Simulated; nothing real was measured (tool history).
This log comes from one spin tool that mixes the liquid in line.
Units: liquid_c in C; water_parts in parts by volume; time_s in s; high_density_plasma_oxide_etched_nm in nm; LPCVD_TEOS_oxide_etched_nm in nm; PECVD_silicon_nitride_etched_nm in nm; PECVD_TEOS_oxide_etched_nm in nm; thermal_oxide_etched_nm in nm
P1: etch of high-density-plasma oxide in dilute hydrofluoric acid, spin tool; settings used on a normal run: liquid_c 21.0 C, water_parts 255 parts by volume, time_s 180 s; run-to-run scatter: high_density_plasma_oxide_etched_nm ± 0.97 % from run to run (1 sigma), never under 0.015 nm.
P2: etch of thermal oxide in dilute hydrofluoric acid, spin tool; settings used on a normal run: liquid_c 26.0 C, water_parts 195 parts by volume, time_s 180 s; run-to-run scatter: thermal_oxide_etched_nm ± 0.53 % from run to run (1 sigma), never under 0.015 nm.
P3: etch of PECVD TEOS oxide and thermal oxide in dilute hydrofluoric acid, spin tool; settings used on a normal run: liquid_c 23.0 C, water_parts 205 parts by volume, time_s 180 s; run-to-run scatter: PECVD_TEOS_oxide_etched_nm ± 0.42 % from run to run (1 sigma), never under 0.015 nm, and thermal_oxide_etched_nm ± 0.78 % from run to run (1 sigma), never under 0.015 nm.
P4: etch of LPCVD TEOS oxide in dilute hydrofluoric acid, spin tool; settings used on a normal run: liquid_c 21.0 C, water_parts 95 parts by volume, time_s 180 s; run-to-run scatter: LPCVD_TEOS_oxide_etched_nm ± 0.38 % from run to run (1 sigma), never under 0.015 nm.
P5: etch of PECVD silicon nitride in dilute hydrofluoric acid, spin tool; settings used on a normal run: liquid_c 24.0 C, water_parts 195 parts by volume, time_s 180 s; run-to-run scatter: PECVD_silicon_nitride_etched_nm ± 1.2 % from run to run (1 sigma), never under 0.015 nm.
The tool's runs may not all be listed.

run     day  process  liquid_c  water_parts  time_s  hours since the thermometer was replaced  hours since the hydrofluoric acid flow meter was replaced  high_density_plasma_oxide_etched_nm  LPCVD_TEOS_oxide_etched_nm  PECVD_silicon_nitride_etched_nm  PECVD_TEOS_oxide_etched_nm  thermal_oxide_etched_nm
  1   0.696       P1      21.0          255     180                                     521.7                                                      119.0                               2.7280
  2   1.204       P4      21.0           95      60                                     533.9                                                      131.2                                                           9.4209
  3   1.671       P5      19.5          195     180                                     545.1                                                      142.4                                                                                            1.5667
  4   2.408       P3      23.0          205     360                                     562.8                                                      160.1                                                                                                                       24.4490                  6.95380
  5   3.083       P5      24.0          195     180                                     579.0                                                      176.3                                                                                            2.1361
  6   3.600       P2      30.5          195     180                                     591.4                                                      188.7                                                                                                                                                5.06450
  7   4.025       P1      28.0          255     180                                     601.6                                                      198.9                               3.5063
  8   4.629       P4      26.5           95     180                                     616.1                                                      213.4                                                          35.1350
  9   5.042       P5      24.0           40     180                                     626.0                                                      223.3                                                                                           10.3970
 10   5.567       P3      23.0          345     180                                     638.6                                                      235.9                                                                                                                        6.3135                  1.78680
 11   6.104       P1      21.0          255     180                                     651.5                                                      248.8                               2.7603
 12   6.825       P1      21.0          255     180                                     668.8                                                      266.1                               2.7553
 13   7.396       P1      21.0          255     180                                     682.5                                                      279.8                               2.7952
 14   7.946       P2      26.0          195     180                                     695.7                                                      293.0                                                                                                                                                4.35420
 15   8.362       P5      24.0          195     360                                     705.7                                                      303.0                                                                                            4.2597
 16   8.750       P3      23.0          205     180                                     715.0                                                      312.3                                                                                                                       12.2940                  3.52070
 17   9.233       P1      21.0           70     180                                     726.6                                                      323.9                              12.3300
 18   9.796       P1      28.0          255     325                                     740.1                                                      337.4                               6.4175
 19  10.279       P4      21.0           95     180                                     751.7                                                      349.0                                                          28.2540
 20  10.738       P1      17.0          255     180                                     762.7                                                      360.0                               2.3595
 21  11.317       P1      21.0          410     180                                     776.6                                                      373.9                               1.4912
 22  12.062       P1      21.0          255     285                                     794.5                                                      391.8                               4.3685
 23  12.696       P4      21.0           95     180                                     809.7                                                      407.0                                                          28.1880
 24  13.433       P1      21.0          255     100                                     827.4                                                      424.7                               1.5309
 25  14.062       P4      21.0          170     180                                     842.5                                                      439.8                                                          14.4350
 26  14.583       P2      26.0          195      15                                     855.0                                                      452.3                                                                                                                                                0.35792
 27  15.046       P2      26.0           85     180                                     866.1                                                      463.4                                                                                                                                               11.40700
 28  15.638       P1      21.0          255     180                                     880.3                                                      477.6                               2.7810
 29  16.146       P1      21.0          255     180                                     892.5                                                      489.8                               2.7702
 30  16.488       P1      21.0          255     180                                     900.7                                                      498.0                               2.8381
 31  16.896       P3      17.0          205     180                                     910.5                                                      507.8                                                                                                                        9.6972                  2.76810
 32  17.475       P1      21.0          255     180                                     924.4                                                      521.7                               2.7874
 33  17.871       P1      21.0          255     180                                     933.9                                                      531.2                               2.7245
 34  18.271       P1      21.0          255     180                                     943.5                                                      540.8                               2.6659
 35  18.846       P1      21.0          255     180                                     957.3                                                      554.6                               2.6375
 36  19.508       P1      21.0          255     180                                     973.2                                                      570.5                               2.6124
 37  20.021       P1      21.0          255     180                                     985.5                                                      582.8                               2.6730
 38  20.725       P1      21.0          255     180                                    1002.4                                                      599.7                               2.6138
 39  21.408       P1      21.0          255     180                                    1018.8                                                      616.1                               2.6416
 40  21.888       P1      21.0          255     180                                    1030.3                                                      627.6                               2.5677

The log shows P1 creeping away from where it was. Any of the 2 causes listed here, at the size stated for it, fits the log just as well as the others:
A: hydrofluoric acid flow below the setpoint (%) = 4.37
B: liquid colder than its thermometer reads (K) = 1.5
The process output started creeping at around day 17.475.

Which of the check runs below tells the causes apart, meaning the causes would give it clearly different results? Each run uses 3 wafers whose results are averaged, and each result is shown as a question mark.
check 1  22.367       P5      24.0           90     285                                                                                                                                                                                                      ?
check 2  22.367       P4      26.0          165     180                                                                                                                                                                     ?
check 3  22.367       P3      23.0          205     345                                                                                                                                                                                                                                  ?                        ?
check 4  22.367       P2      26.0           90      15                                                                                                                                                                                                                                                           ?

How each check would come out, cause by cause:
  check                           result     if A     if B
check 1  PECVD_silicon_nitride_etched_nm   6.9850   6.6056
check 2       LPCVD_TEOS_oxide_etched_nm  17.2250  17.1820
check 3       PECVD_TEOS_oxide_etched_nm  22.2430  22.2010
check 3          thermal_oxide_etched_nm  6.35310  6.34100
check 4          thermal_oxide_etched_nm  0.84385  0.83613
Per check, the gap between the least separated pair of causes, taken in the result that splits them most: check 1 5.58 %; check 2 0.25 %; check 3 0.19 %; check 4 0.92 %
The other checks would show nearly matching results whichever cause is true, so check 1 is the only one that separates the causes.

Check 1 was carried out, with these results: PECVD_silicon_nitride_etched_nm 6.6288 nm. Which of the listed causes is responsible?

The cause is B: liquid colder than its thermometer reads (K).
